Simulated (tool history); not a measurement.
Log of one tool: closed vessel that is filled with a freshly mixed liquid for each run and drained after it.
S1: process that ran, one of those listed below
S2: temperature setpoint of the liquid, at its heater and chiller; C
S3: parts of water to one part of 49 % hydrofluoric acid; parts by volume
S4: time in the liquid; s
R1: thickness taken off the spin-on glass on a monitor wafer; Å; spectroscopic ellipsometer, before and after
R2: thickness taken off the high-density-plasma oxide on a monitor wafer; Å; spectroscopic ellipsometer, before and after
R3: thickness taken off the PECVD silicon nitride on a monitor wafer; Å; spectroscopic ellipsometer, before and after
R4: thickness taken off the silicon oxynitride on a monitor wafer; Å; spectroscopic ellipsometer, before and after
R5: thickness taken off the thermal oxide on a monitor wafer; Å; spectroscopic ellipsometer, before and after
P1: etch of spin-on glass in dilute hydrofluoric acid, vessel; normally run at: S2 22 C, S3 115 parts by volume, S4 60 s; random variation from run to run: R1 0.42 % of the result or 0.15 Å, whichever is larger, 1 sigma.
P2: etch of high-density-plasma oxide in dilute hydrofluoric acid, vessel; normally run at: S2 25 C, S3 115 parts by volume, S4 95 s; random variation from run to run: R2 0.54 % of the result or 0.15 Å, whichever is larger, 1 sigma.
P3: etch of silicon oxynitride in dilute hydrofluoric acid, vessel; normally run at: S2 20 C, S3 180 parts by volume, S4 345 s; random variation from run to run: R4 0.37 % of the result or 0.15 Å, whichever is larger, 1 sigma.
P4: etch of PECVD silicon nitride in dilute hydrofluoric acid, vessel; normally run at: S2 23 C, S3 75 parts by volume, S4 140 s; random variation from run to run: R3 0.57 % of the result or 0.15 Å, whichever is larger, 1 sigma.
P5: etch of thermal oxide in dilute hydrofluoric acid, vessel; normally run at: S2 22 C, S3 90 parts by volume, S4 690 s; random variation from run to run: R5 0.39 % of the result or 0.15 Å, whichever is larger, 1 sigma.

run,hour,S1,S2,S3,S4,R1,R2,R3,R4,R5
1,4.1,P1,22,115,60,320.31,,,,
2,10.9,P2,17,115,95,,31.655,,,
3,15.9,P4,23,20,140,,,152.98,,
4,20.5,P3,28.5,180,345,,,,101.84,
5,25.2,P3,20,180,345,,,,69.682,
6,30.4,P2,25,115,95,,43.838,,,
7,37.5,P1,22,115,60,322.38,,,,
8,41.5,P1,22,115,60,321.41,,,,
9,47.5,P5,22,90,690,,,,,336.84
10,51.6,P5,17,90,690,,,,,272.45
11,57.2,P3,20,180,345,,,,69.892,
12,61.4,P3,20,180,510,,,,102.23,
13,68.2,P1,17.5,115,60,266.83,,,,
14,74.7,P1,22,205,105,287.24,,,,
15,80.3,P1,22,115,115,618.72,,,,
16,85.6,P5,22,90,690,,,,,336.36
17,92,P2,25,115,95,,43.901,,,
18,96.6,P2,25,115,35,,16.125,,,
19,104,P4,23,75,45,,,13.62,,
20,110.2,P1,22,115,35,187.28,,,,
21,115,P3,20,330,345,,,,34.693,
22,118.7,P4,23,75,140,,,42.759,,
23,125.7,P1,22,205,60,163.4,,,,
24,130.8,P4,30.5,75,140,,,68.748,,
25,135,P5,22,90,330,,,,,160.69
26,142.1,P1,22,40,60,1012.1,,,,
27,145.8,P2,25,175,95,,26.979,,,
28,151.2,P1,30,115,60,441.26,,,,
29,154.9,P1,26,115,30,188.41,,,,
30,160,P1,22,115,60,321.91,,,,
31,164.4,P5,22,55,690,,,,,574.22
32,168.6,P1,22,115,60,324.29,,,,
33,174.1,P1,22,115,60,334.65,,,,
34,177.9,P1,22,115,60,336.17,,,,
35,183.6,P1,22,115,60,344.37,,,,
36,190.7,P1,22,115,60,346.09,,,,
37,195.1,P1,22,115,60,349.49,,,,
38,202.8,P1,22,115,60,348.48,,,,
39,208.5,P1,22,115,60,350.03,,,,
40,212.6,P1,22,115,60,352,,,,
41,217.2,P1,22,115,60,350.57,,,,
42,223,P1,22,115,60,351.1,,,,

What P1 gives has crept away from where it was. These 2 causes fit the log equally well, each at the size given:
A: hydrofluoric acid flow above the setpoint (%) = 8.11
B: liquid hotter than its thermometer reads (K) = 2.23
The creep began at about hour 168.6.

4 check runs are offered, one wafer each, their results left as question marks. Which one tells the causes apart?
check 1,228.8,P5,17,90,690,,,,,?
check 2,228.8,P3,26,315,345,,,,?,
check 3,228.8,P2,20,115,95,,?,,,
check 4,228.8,P4,23,75,65,,,?,,

What each check would give under each cause:
check,result,if A,if B
check 1,R5,296.33,298.89
check 2,R4,51.991,51.755
check 3,R2,39.057,39.146
check 4,R3,21.31,22.898
How far apart the two closest causes lie, in the result that separates them most: check 1 0.86 %; check 2 0.45 %; check 3 0.23 %; check 4 7.19 %
Check 4 tells the causes apart: in the others they would give nearly the same result.

Check 4 was then run and gave: R3 21.408 Å. Which cause is it?

It is A: hydrofluoric acid flow above the setpoint (%).

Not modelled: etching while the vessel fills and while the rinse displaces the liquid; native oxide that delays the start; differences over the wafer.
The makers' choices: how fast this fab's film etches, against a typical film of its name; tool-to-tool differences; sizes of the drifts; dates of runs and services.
